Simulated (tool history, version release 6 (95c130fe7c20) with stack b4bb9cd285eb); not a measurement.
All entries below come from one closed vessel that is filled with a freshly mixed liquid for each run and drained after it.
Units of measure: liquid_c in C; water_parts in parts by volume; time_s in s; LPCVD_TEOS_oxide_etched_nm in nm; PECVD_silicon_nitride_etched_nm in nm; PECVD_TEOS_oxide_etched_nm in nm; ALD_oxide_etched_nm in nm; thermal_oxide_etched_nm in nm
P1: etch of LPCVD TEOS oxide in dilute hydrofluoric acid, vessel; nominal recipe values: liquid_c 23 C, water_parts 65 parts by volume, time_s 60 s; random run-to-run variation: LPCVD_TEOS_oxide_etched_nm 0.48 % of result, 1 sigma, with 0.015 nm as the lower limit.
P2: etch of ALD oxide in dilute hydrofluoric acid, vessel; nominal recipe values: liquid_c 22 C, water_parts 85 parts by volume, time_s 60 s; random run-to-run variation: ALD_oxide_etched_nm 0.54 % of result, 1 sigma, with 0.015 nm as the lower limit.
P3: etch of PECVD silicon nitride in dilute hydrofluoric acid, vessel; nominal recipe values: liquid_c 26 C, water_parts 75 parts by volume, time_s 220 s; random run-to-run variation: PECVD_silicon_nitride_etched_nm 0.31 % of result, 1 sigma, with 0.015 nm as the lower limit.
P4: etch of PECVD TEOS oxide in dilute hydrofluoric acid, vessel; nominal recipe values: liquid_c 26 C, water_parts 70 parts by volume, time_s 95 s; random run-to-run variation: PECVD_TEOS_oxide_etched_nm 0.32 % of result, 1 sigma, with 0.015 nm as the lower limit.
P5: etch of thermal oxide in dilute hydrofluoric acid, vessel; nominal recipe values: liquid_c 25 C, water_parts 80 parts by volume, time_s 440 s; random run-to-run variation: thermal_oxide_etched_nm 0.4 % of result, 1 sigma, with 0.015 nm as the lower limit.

run,hour,process,liquid_c,water_parts,time_s,LPCVD_TEOS_oxide_etched_nm,PECVD_silicon_nitride_etched_nm,PECVD_TEOS_oxide_etched_nm,ALD_oxide_etched_nm,thermal_oxide_etched_nm
1,7.1,P1,23,65,60,27.777,,,,
2,13.3,P3,26,75,220,,8.0769,,,
3,17.7,P3,26,115,220,,5.2442,,,
4,23.6,P4,26,105,95,,,8.7804,,
5,30,P3,26,75,70,,2.5597,,,
6,35.4,P1,23,105,60,16.514,,,,
7,41.8,P1,23,65,90,41.831,,,,
8,46.2,P4,33.5,70,95,,,18.446,,
9,54.3,P1,23,65,30,14.065,,,,
10,58.2,P1,18.5,65,30,11.459,,,,
11,62.8,P3,31.5,75,220,,11.43,,,
12,67.8,P4,26,70,175,,,25.516,,
13,73.3,P2,22,55,60,,,,34.775,
14,78.1,P5,25,80,440,,,,,26.394
15,82.1,P1,23,65,60,28.037,,,,
16,86.1,P1,27,105,60,19.316,,,,
17,94.1,P1,23,65,60,27.946,,,,
18,100.2,P1,23,35,60,54.277,,,,
19,107.4,P1,23,65,60,27.82,,,,
20,113.3,P4,26,70,95,,,13.85,,

For run 21, what comes out?
21,117,P5,25,130,440,,,,,?

thermal_oxide_etched_nm: 15.265 nm

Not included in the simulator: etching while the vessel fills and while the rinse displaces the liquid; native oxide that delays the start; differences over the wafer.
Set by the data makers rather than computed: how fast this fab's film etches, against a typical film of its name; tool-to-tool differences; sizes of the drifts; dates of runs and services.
